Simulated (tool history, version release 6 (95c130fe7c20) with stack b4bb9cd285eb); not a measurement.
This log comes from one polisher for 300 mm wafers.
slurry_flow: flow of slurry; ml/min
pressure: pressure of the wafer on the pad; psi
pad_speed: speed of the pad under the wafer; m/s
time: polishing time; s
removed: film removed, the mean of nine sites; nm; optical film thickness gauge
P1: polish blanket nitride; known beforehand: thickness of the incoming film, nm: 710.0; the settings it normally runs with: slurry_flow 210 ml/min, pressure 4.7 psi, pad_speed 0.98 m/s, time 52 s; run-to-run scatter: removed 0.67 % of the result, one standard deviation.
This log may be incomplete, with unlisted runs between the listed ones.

run    day  slurry_flow  pressure  pad_speed  time  wafers polished on this pad  hours since the slurry nozzle was cleaned  hours since the head pressure was calibrated  removed
  1  0.329          210       4.7       0.98    52                          232                                      268.4                                         129.5   131.62
  2  0.738          130       4.7       0.98    52                          342                                      278.2                                         139.3    121.6
  3  1.196          335       4.7       0.98    52                          465                                      289.2                                         150.3   138.84
  4  1.517          210       4.7        0.5    52                          551                                      296.9                                           158   75.618
  5  1.842          210       4.7       0.98    65                          638                                      304.7                                         165.8   163.57
  6    2.1          210       2.1       0.98    52                          708                                      310.9                                           172    57.99
  7  2.529          210       4.7       0.98    52                          823                                      321.2                                         182.3   128.75
  8      3          210       7.1       0.98    52                          949                                      332.5                                         193.6    197.5
  9  3.288          210       4.7       0.98    52                         1027                                      339.4                                         200.5   131.02
     3.525  -- worn pad replaced by a new one
 10  3.562          210       4.7       0.98    32                           10                                        346                                         207.1   79.753
 11  3.833          210       4.7       1.38    52                           83                                      352.5                                         213.6    169.3
 12  4.217          210       4.7       0.98    52                          186                                      361.7                                         222.8   131.88
 13  4.642          210       5.8        1.3    52                          300                                      371.9                                           233   201.74
 14  4.858          210       4.7       0.98    52                          358                                      377.1                                         238.2   130.42
 15  5.258          210       4.7       0.98    52                          466                                      386.7                                         247.8   127.62
 16  5.588          210       4.7       0.98    52                          554                                      394.6                                         255.7   124.53
 17  6.038          210       4.7       0.98    52                          675                                      405.4                                         266.5   122.09
     6.096  -- worn pad replaced by a new one
 18  6.342          210       4.7       0.98    52                           66                                      412.7                                         273.8   121.41
 19  6.725          210       4.7       0.98    52                          169                                      421.9                                           283   121.99
 20  7.071          210       4.7       0.98    52                          262                                      430.2                                         291.3    120.5
 21  7.371          210       4.7       0.98    52                          343                                      437.4                                         298.5   121.14
 22  7.754          210       4.7       0.98    52                          446                                      446.6                                         307.7   121.59

Compared with where it was, what P1 gives has crept away. Each cause listed below fits the log as well as the rest, at the size given for it:
A: slurry flow missing at the pad, % = 38
B: head's pressure below its setpoint, % = 7.36
Creep in the process output first set in at about day 4.858.
The rest of the possible causes, and what rules out each one:
removal rate lost through wear of the pad, %: work on it at day 6.096, done after the drift set in, did not restore what the process gave before

Consider the 4 check runs below, whose results appear as question marks and each of which averages 2 wafers. Which one distinguishes the causes, in that each cause would give it a clearly different result?
check 1  8.138          210       4.7       0.52    52                                                                                                                              ?
check 2  8.138          210       4.7        1.2    52                                                                                                                              ?
check 3  8.138          210       2.2       0.78    52                                                                                                                              ?
check 4  8.138          140       5.7       0.98    52                                                                                                                              ?

Predicted outcomes, by check and by cause:
  check   result    if A    if B
check 1  removed  72.727  72.724
check 2  removed  141.98  141.98
check 3  removed  47.086  47.084
check 4  removed  132.96  137.56
Per-check spread between the two closest causes, in the result where they differ most: check 1 0 %; check 2 0 %; check 3 0 %; check 4 3.4 %
Only in check 4 would the causes give clearly different results; in the remaining checks their results would be nearly the same.

Check 4 has now been run. It gave: removed 133.7 nm. Which of the candidate causes is it?

A is the cause: slurry flow missing at the pad, %.
